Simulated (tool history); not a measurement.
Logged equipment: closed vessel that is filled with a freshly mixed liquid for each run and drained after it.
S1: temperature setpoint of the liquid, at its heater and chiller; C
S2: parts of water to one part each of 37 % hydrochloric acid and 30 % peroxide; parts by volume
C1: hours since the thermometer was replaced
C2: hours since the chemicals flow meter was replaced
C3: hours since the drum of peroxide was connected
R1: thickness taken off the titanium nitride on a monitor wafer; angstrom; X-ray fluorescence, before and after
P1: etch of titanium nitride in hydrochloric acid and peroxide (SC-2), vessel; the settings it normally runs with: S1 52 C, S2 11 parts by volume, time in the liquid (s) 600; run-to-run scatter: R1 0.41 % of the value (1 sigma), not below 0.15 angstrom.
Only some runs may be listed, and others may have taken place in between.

Run 1, hour 9: S1 52 C, S2 11 parts by volume, time in the liquid (s) 600; C1 797.5; C2 1088.4; C3 458.2. Result: R1 230.36 angstrom.
Run 2, hour 24.3: S1 52 C, S2 18.5 parts by volume, time in the liquid (s) 600; C1 812.8; C2 1103.7; C3 473.5. Result: R1 145.68 angstrom.
Run 3, hour 36.5: S1 52 C, S2 11 parts by volume, time in the liquid (s) 600; C1 825; C2 1115.9; C3 485.7. Result: R1 230.94 angstrom.
Run 4, hour 49.8: S1 52 C, S2 11 parts by volume, time in the liquid (s) 600; C1 838.3; C2 1129.2; C3 499. Result: R1 231.14 angstrom.
Run 5, hour 66.6: S1 52 C, S2 11 parts by volume, time in the liquid (s) 600; C1 855.1; C2 1146; C3 515.8. Result: R1 230.55 angstrom.
Run 6, hour 76.9: S1 52 C, S2 11 parts by volume, time in the liquid (s) 600; C1 865.4; C2 1156.3; C3 526.1. Result: R1 231.58 angstrom.
Run 7, hour 91.1: S1 35.5 C, S2 11 parts by volume, time in the liquid (s) 600; C1 879.6; C2 1170.5; C3 540.3. Result: R1 73.77 angstrom.
Run 8, hour 98.7: S1 52 C, S2 11 parts by volume, time in the liquid (s) 1135; C1 887.2; C2 1178.1; C3 547.9. Result: R1 433.64 angstrom.
Run 9, hour 113.7: S1 61.5 C, S2 5 parts by volume, time in the liquid (s) 600; C1 902.2; C2 1193.1; C3 562.9. Result: R1 788.18 angstrom.
Run 10, hour 126.8: S1 52 C, S2 11 parts by volume, time in the liquid (s) 600; C1 915.3; C2 1206.2; C3 576. Result: R1 230.03 angstrom.
Run 11, hour 137.3: S1 52 C, S2 4 parts by volume, time in the liquid (s) 600; C1 925.8; C2 1216.7; C3 586.5. Result: R1 499.2 angstrom.
Run 12, hour 149: S1 68.5 C, S2 11 parts by volume, time in the liquid (s) 600; C1 937.5; C2 1228.4; C3 598.2. Result: R1 647.86 angstrom.
Run 13, hour 165.7: S1 52 C, S2 11 parts by volume, time in the liquid (s) 600; C1 954.2; C2 1245.1; C3 614.9. Result: R1 229.88 angstrom.
Run 14, hour 174.5: S1 39 C, S2 11 parts by volume, time in the liquid (s) 905; C1 963; C2 1253.9; C3 623.7. Result: R1 142.58 angstrom.
Run 15, hour 186.6: S1 52 C, S2 11 parts by volume, time in the liquid (s) 40; C1 975.1; C2 1266; C3 635.8. Result: R1 15.371 angstrom.
Run 16, hour 194.7: S1 52 C, S2 11 parts by volume, time in the liquid (s) 600; C1 983.2; C2 1274.1; C3 643.9. Result: R1 230.49 angstrom.
Run 17, hour 202.8: S1 52 C, S2 11 parts by volume, time in the liquid (s) 600; C1 991.3; C2 1282.2; C3 652. Result: R1 237.28 angstrom.
Run 18, hour 210.4: S1 52 C, S2 11 parts by volume, time in the liquid (s) 600; C1 998.9; C2 1289.8; C3 659.6. Result: R1 244.57 angstrom.
Run 19, hour 218.7: S1 52 C, S2 11 parts by volume, time in the liquid (s) 600; C1 1007.2; C2 1298.1; C3 667.9. Result: R1 245.13 angstrom.
Run 20, hour 226.1: S1 52 C, S2 11 parts by volume, time in the liquid (s) 600; C1 1014.6; C2 1305.5; C3 675.3. Result: R1 246.89 angstrom.
Run 21, hour 238.6: S1 52 C, S2 11 parts by volume, time in the liquid (s) 600; C1 1027.1; C2 1318; C3 687.8. Result: R1 249.51 angstrom.
Run 22, hour 247.2: S1 52 C, S2 11 parts by volume, time in the liquid (s) 600; C1 1035.7; C2 1326.6; C3 696.4. Result: R1 249.61 angstrom.

Estimate the outcome of run 23 from the log above:
Run 23, hour 255.6: S1 52 C, S2 11 parts by volume, time in the liquid (s) 600; C1 1044.1; C2 1335; C3 704.8. Result: R1 ?.

{"run 23": {"R1": 250.36}}
